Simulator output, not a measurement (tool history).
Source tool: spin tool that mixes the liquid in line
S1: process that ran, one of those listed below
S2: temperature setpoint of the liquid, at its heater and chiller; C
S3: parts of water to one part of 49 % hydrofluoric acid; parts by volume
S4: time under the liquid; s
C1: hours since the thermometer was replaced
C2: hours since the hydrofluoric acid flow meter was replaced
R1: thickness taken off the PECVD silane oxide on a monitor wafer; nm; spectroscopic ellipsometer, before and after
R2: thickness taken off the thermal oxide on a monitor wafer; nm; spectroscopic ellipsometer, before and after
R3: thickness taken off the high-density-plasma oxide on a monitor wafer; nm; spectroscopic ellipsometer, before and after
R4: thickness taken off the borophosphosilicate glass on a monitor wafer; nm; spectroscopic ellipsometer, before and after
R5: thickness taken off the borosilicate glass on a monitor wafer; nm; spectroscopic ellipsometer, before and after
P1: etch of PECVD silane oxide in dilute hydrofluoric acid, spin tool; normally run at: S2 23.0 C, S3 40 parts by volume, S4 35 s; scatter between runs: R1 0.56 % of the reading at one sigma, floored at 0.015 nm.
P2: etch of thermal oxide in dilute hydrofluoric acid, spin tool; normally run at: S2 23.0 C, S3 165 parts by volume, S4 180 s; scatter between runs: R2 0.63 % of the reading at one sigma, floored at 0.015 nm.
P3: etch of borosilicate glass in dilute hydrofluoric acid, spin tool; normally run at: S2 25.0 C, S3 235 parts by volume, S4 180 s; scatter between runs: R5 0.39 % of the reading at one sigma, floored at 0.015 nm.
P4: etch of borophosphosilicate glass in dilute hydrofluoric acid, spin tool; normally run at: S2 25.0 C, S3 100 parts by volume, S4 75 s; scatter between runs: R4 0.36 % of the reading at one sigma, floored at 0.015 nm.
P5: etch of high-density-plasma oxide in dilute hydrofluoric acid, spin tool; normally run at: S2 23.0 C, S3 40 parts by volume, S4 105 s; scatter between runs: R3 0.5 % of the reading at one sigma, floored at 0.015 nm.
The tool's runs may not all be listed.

Run 1, hour 9.0: S1 P1, S2 23.0 C, S3 40 parts by volume, S4 35 s; C1 1201.0; C2 544.2. Result: R1 22.5790 nm.
Run 2, hour 14.1: S1 P2, S2 18.0 C, S3 165 parts by volume, S4 180 s; C1 1206.1; C2 549.3. Result: R2 3.87320 nm.
Run 3, hour 19.1: S1 P1, S2 23.0 C, S3 60 parts by volume, S4 15 s; C1 1211.1; C2 554.3. Result: R1 6.2419 nm.
Run 4, hour 28.7: S1 P1, S2 18.0 C, S3 40 parts by volume, S4 60 s; C1 1220.7; C2 563.9. Result: R1 31.0350 nm.
Run 5, hour 34.2: S1 P1, S2 26.5 C, S3 60 parts by volume, S4 35 s; C1 1226.2; C2 569.4. Result: R1 16.9410 nm.
Run 6, hour 42.2: S1 P5, S2 23.0 C, S3 40 parts by volume, S4 105 s; C1 1234.2; C2 577.4. Result: R3 19.843 nm.
Run 7, hour 46.9: S1 P4, S2 19.5 C, S3 100 parts by volume, S4 75 s; C1 1238.9; C2 582.1. Result: R4 27.463 nm.
Run 8, hour 54.4: S1 P5, S2 23.0 C, S3 40 parts by volume, S4 15 s; C1 1246.4; C2 589.6. Result: R3 2.837 nm.
Run 9, hour 60.0: S1 P3, S2 25.0 C, S3 235 parts by volume, S4 265 s; C1 1252.0; C2 595.2. Result: R5 28.2530 nm.
Run 10, hour 66.3: S1 P1, S2 23.0 C, S3 40 parts by volume, S4 15 s; C1 1258.3; C2 601.5. Result: R1 9.6594 nm.
Run 11, hour 74.6: S1 P1, S2 23.0 C, S3 55 parts by volume, S4 35 s; C1 1266.6; C2 609.8. Result: R1 16.0010 nm.
Run 12, hour 84.2: S1 P5, S2 17.5 C, S3 40 parts by volume, S4 105 s; C1 1276.2; C2 619.4. Result: R3 15.724 nm.
Run 13, hour 92.9: S1 P3, S2 25.0 C, S3 430 parts by volume, S4 180 s; C1 1284.9; C2 628.1. Result: R5 8.6808 nm.
Run 14, hour 99.4: S1 P2, S2 23.0 C, S3 165 parts by volume, S4 15 s; C1 1291.4; C2 634.6. Result: R2 0.42531 nm.
Run 15, hour 104.5: S1 P2, S2 23.0 C, S3 50 parts by volume, S4 180 s; C1 1296.5; C2 639.7. Result: R2 17.87000 nm.
Run 16, hour 108.9: S1 P4, S2 25.0 C, S3 25 parts by volume, S4 75 s; C1 1300.9; C2 644.1. Result: R4 149.760 nm.
Run 17, hour 117.4: S1 P2, S2 23.0 C, S3 165 parts by volume, S4 180 s; C1 1309.4; C2 652.6. Result: R2 4.74770 nm.
Run 18, hour 124.1: S1 P3, S2 25.0 C, S3 235 parts by volume, S4 180 s; C1 1316.1; C2 659.3. Result: R5 19.0220 nm.
Run 19, hour 131.6: S1 P1, S2 23.0 C, S3 20 parts by volume, S4 35 s; C1 1323.6; C2 666.8. Result: R1 46.1930 nm.
Run 20, hour 135.9: S1 P1, S2 23.0 C, S3 40 parts by volume, S4 65 s; C1 1327.9; C2 671.1. Result: R1 41.4830 nm.
Run 21, hour 141.4: S1 P4, S2 25.0 C, S3 100 parts by volume, S4 75 s; C1 1333.4; C2 676.6. Result: R4 34.188 nm.
Run 22, hour 146.4: S1 P1, S2 23.0 C, S3 40 parts by volume, S4 35 s; C1 1338.4; C2 681.6. Result: R1 22.5830 nm.
Run 23, hour 153.3: S1 P1, S2 23.0 C, S3 40 parts by volume, S4 35 s; C1 1345.3; C2 688.5. Result: R1 22.4880 nm.
Run 24, hour 157.8: S1 P1, S2 29.0 C, S3 40 parts by volume, S4 35 s; C1 1349.8; C2 693.0. Result: R1 28.3900 nm.
Run 25, hour 163.1: S1 P4, S2 25.0 C, S3 100 parts by volume, S4 145 s; C1 1355.1; C2 698.3. Result: R4 65.569 nm.
Run 26, hour 168.3: S1 P4, S2 25.0 C, S3 100 parts by volume, S4 75 s; C1 1360.3; C2 703.5. Result: R4 33.983 nm.
Run 27, hour 173.1: S1 P5, S2 23.0 C, S3 60 parts by volume, S4 105 s; C1 1365.1; C2 708.3. Result: R3 12.989 nm.
Run 28, hour 180.4: S1 P3, S2 32.5 C, S3 235 parts by volume, S4 180 s; C1 1372.4; C2 715.6. Result: R5 24.7900 nm.
Run 29, hour 189.1: S1 P1, S2 17.0 C, S3 40 parts by volume, S4 35 s; C1 1381.1; C2 724.3. Result: R1 17.2730 nm.
Run 30, hour 197.4: S1 P1, S2 23.0 C, S3 40 parts by volume, S4 35 s; C1 1389.4; C2 732.6. Result: R1 22.4370 nm.
Run 31, hour 202.8: S1 P1, S2 23.0 C, S3 40 parts by volume, S4 35 s; C1 1394.8; C2 738.0. Result: R1 22.5780 nm.
Run 32, hour 212.4: S1 P1, S2 23.0 C, S3 40 parts by volume, S4 35 s; C1 1404.4; C2 747.6. Result: R1 23.1700 nm.
Run 33, hour 222.1: S1 P1, S2 23.0 C, S3 40 parts by volume, S4 35 s; C1 1414.1; C2 757.3. Result: R1 23.5680 nm.
Run 34, hour 231.8: S1 P1, S2 23.0 C, S3 40 parts by volume, S4 35 s; C1 1423.8; C2 767.0. Result: R1 23.6090 nm.
Run 35, hour 237.9: S1 P1, S2 23.0 C, S3 40 parts by volume, S4 35 s; C1 1429.9; C2 773.1. Result: R1 23.6050 nm.
Run 36, hour 244.3: S1 P1, S2 23.0 C, S3 40 parts by volume, S4 35 s; C1 1436.3; C2 779.5. Result: R1 23.5820 nm.
Run 37, hour 250.2: S1 P1, S2 23.0 C, S3 40 parts by volume, S4 35 s; C1 1442.2; C2 785.4. Result: R1 23.7100 nm.
Run 38, hour 254.9: S1 P1, S2 23.0 C, S3 40 parts by volume, S4 35 s; C1 1446.9; C2 790.1. Result: R1 23.7600 nm.
Run 39, hour 262.6: S1 P1, S2 23.0 C, S3 40 parts by volume, S4 35 s; C1 1454.6; C2 797.8. Result: R1 23.6870 nm.
Run 40, hour 272.0: S1 P1, S2 23.0 C, S3 40 parts by volume, S4 35 s; C1 1464.0; C2 807.2. Result: R1 23.8610 nm.
Run 41, hour 278.6: S1 P1, S2 23.0 C, S3 40 parts by volume, S4 35 s; C1 1470.6; C2 813.8. Result: R1 23.9310 nm.

P1 no longer gives what it gave before; its output has crept away from where it was. The following 2 causes, each at its listed size, fit the log equally well:
A: liquid hotter than its thermometer reads (K) = 1.54
B: hydrofluoric acid flow above the setpoint (%) = 6.26
The gradual shift began around hour 202.8.

Which of the 4 check runs listed below separates the causes, so that each cause would produce a clearly different result? Each run uses one wafer, and its results are marked with question marks.
Run check 1, hour 285.2: S1 P5, S2 23.0 C, S3 60 parts by volume, S4 15 s. Result: R3 ?.
Run check 2, hour 285.2: S1 P3, S2 28.5 C, S3 395 parts by volume, S4 180 s. Result: R5 ?.
Run check 3, hour 285.2: S1 P4, S2 21.0 C, S3 25 parts by volume, S4 75 s. Result: R4 ?.
Run check 4, hour 285.2: S1 P2, S2 23.0 C, S3 80 parts by volume, S4 15 s. Result: R2 ?.

If the cause were each of the candidates in turn, the checks would give the following:
  check  result     if A     if B
check 1      R3   1.9727   1.9770
check 2      R5  11.4480  11.8740
check 3      R4  135.340  134.890
check 4      R2  0.95556  0.95985
Separation of the two closest causes in each check, using whichever result separates them best: check 1 0.22 %; check 2 3.65 %; check 3 0.34 %; check 4 0.45 %
Of the check runs offered, only check 2 discriminates between the causes; the rest would read about the same regardless of which cause applies.

With check 2 done, the readings were: R5 11.9680 nm. Identify which of the listed causes applies.

The cause is B: hydrofluoric acid flow above the setpoint (%).
